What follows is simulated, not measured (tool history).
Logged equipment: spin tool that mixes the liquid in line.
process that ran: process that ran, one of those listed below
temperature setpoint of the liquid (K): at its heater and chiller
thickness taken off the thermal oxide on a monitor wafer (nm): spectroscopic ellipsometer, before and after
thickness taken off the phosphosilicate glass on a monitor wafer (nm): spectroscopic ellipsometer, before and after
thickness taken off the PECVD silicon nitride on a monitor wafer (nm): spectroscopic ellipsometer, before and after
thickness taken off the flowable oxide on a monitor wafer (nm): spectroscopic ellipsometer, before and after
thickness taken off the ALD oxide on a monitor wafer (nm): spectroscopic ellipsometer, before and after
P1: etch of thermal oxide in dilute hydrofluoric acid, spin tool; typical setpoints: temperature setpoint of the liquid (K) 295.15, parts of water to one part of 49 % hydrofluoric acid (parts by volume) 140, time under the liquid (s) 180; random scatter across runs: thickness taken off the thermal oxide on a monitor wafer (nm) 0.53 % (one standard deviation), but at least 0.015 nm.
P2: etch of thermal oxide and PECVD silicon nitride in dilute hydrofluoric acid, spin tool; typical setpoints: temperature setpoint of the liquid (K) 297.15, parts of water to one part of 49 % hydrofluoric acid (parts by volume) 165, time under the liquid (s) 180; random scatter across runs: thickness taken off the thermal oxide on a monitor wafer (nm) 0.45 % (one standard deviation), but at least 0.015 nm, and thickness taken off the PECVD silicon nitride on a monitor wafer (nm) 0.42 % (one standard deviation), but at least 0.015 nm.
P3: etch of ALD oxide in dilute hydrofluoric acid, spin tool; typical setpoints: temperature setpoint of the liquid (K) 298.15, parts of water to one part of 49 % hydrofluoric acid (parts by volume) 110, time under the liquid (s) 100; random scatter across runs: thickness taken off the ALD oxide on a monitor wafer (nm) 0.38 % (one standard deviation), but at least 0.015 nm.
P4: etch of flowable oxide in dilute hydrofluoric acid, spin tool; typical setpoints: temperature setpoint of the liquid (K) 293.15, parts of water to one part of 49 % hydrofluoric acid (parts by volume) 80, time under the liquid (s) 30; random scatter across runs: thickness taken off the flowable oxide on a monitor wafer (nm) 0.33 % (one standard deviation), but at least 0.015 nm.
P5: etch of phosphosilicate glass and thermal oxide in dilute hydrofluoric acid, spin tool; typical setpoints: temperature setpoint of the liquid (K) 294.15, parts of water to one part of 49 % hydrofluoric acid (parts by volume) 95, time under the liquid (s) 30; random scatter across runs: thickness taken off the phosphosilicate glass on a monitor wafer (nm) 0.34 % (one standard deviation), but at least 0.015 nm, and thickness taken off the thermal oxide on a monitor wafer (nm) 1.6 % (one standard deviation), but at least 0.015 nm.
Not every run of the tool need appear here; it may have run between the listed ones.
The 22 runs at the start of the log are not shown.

run	day	process that ran	temperature setpoint of the liquid (K)	parts of water to one part of 49 % hydrofluoric acid (parts by volume)	time under the liquid (s)	thickness taken off the thermal oxide on a monitor wafer (nm)	thickness taken off the phosphosilicate glass on a monitor wafer (nm)	thickness taken off the PECVD silicon nitride on a monitor wafer (nm)	thickness taken off the flowable oxide on a monitor wafer (nm)	thickness taken off the ALD oxide on a monitor wafer (nm)
23	6.758	P1	295.15	140	180	5.2363				
24	7.138	P1	295.15	140	80	2.3378				
25	7.529	P5	294.15	20	30	6.8441	85.215			
26	7.75	P3	298.15	110	100					19.564
27	8.054	P3	298.15	110	100					19.545
28	8.354	P3	294.15	110	100					16.542
29	8.671	P4	298.65	80	30				12.983	
30	8.954	P4	293.15	80	30				10.357	
31	9.217	P4	293.15	80	50				17.428	
32	9.421	P1	295.15	140	180	5.2881				

What does the tool deliver on the next run?
33	9.758	P1	295.15	140	180	?				

thickness taken off the thermal oxide on a monitor wafer (nm): 5.0336
